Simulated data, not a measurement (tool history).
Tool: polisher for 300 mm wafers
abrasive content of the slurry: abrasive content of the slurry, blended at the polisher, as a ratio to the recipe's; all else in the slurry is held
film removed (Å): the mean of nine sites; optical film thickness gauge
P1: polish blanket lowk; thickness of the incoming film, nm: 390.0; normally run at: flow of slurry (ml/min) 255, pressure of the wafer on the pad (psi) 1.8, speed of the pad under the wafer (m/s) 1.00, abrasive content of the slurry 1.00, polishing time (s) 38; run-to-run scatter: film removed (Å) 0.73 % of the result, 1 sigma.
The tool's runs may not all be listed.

| run | hour | flow of slurry (ml/min) | pressure of the wafer on the pad (psi) | speed of the pad under the wafer (m/s) | abrasive content of the slurry | polishing time (s) | film removed (Å) |
|---|---|---|---|---|---|---|---|
| 1 | 5.2 | 255 | 1.8 | 1.00 | 1.00 | 38 | 149.530 |
| 2 | 15.9 | 255 | 1.8 | 1.00 | 1.00 | 38 | 150.270 |
| 3 | 25.2 | 255 | 1.8 | 1.00 | 1.00 | 38 | 149.460 |
| 4 | 31.7 | 255 | 1.8 | 1.58 | 1.00 | 38 | 214.890 |
| 5 | 38.9 | 255 | 1.8 | 1.00 | 1.00 | 38 | 149.160 |
| 6 | 47.5 | 255 | 1.8 | 1.00 | 1.00 | 56 | 220.310 |
|  | 54.3 | slurry nozzle cleaned |
| 7 | 54.7 | 255 | 1.0 | 0.52 | 1.00 | 38 | 49.231 |
| 8 | 65.8 | 255 | 1.8 | 1.00 | 1.00 | 28 | 110.220 |
| 9 | 76.7 | 395 | 1.8 | 1.00 | 1.00 | 38 | 153.970 |
| 10 | 85.2 | 255 | 1.8 | 1.00 | 1.00 | 38 | 148.710 |
| 11 | 94.6 | 255 | 2.8 | 1.00 | 1.00 | 38 | 233.910 |
| 12 | 104.4 | 255 | 1.8 | 0.68 | 1.00 | 38 | 109.980 |
| 13 | 113.3 | 255 | 2.7 | 1.00 | 1.00 | 55 | 324.300 |
| 14 | 120.7 | 255 | 1.8 | 1.00 | 1.45 | 38 | 173.810 |
| 15 | 126.3 | 180 | 1.8 | 1.00 | 1.00 | 38 | 143.020 |
| 16 | 136.0 | 255 | 1.8 | 1.00 | 0.55 | 38 | 109.670 |
| 17 | 142.9 | 255 | 0.9 | 1.00 | 1.00 | 38 | 75.177 |
| 18 | 148.5 | 255 | 1.8 | 1.00 | 1.00 | 38 | 148.970 |
| 19 | 156.5 | 255 | 1.8 | 1.00 | 1.00 | 38 | 142.740 |
| 20 | 166.3 | 255 | 1.8 | 1.00 | 1.00 | 38 | 137.820 |
| 21 | 173.5 | 255 | 1.8 | 1.00 | 1.00 | 38 | 134.880 |
| 22 | 179.4 | 255 | 1.8 | 1.00 | 1.00 | 38 | 132.590 |
|  | 181.3 | conditioning disc replaced and pad reconditioned |
| 23 | 186.0 | 255 | 1.8 | 1.00 | 1.00 | 38 | 132.490 |
| 24 | 193.7 | 255 | 1.8 | 1.00 | 1.00 | 38 | 131.360 |
|  | 195.3 | head pressure recalibrated |
| 25 | 201.8 | 255 | 1.8 | 1.00 | 1.00 | 38 | 129.480 |
| 26 | 209.2 | 255 | 1.8 | 1.00 | 1.00 | 38 | 130.620 |
| 27 | 214.3 | 255 | 1.8 | 1.00 | 1.00 | 38 | 129.240 |
| 28 | 221.3 | 255 | 1.8 | 1.00 | 1.00 | 38 | 130.070 |
| 29 | 227.4 | 255 | 1.8 | 1.00 | 1.00 | 38 | 127.770 |

What P1 gives has crept away from where it was. These 2 causes fit the log equally well, each at the size given:
A: removal rate lost through wear of the pad, % = 13.2
B: abrasive missing from the slurry, % = 25.1
The creep began at about hour 148.5.
Why every other cause is out:
slurry flow missing at the pad, %: at most 40, which would move film removed (Å) by -6.7 %: too little, or the wrong way
head's pressure below its setpoint, %: serviced at hour 195.3, which brought nothing back
time polished since the conditioner stopped cutting, s: serviced at hour 181.3, which brought nothing back

4 check runs are offered, each on 2 wafers whose results are averaged, their results left as question marks. Which one tells the causes apart?
| check 1 | 233.5 | 255 | 2.5 | 1.54 | 1.00 | 38 | ? |
| check 2 | 233.5 | 255 | 2.6 | 1.00 | 0.60 | 38 | ? |
| check 3 | 233.5 | 390 | 1.8 | 1.00 | 1.00 | 56 | ? |
| check 4 | 233.5 | 345 | 1.8 | 1.00 | 1.00 | 38 | ? |

What each check would give under each cause:
| check | result | if A | if B |
|---|---|---|---|
| check 1 | film removed (Å) | 254.620 | 254.560 |
| check 2 | film removed (Å) | 143.860 | 138.710 |
| check 3 | film removed (Å) | 198.380 | 198.340 |
| check 4 | film removed (Å) | 133.400 | 133.370 |
How far apart the two closest causes lie, in the result that separates them most: check 1 0.02 %; check 2 3.64 %; check 3 0.02 %; check 4 0.02 %
Check 2 tells the causes apart: in the others they would give nearly the same result.

Check 2 was then run and gave: film removed (Å) 143.590. Which cause is it?

It is A: removal rate lost through wear of the pad, %.
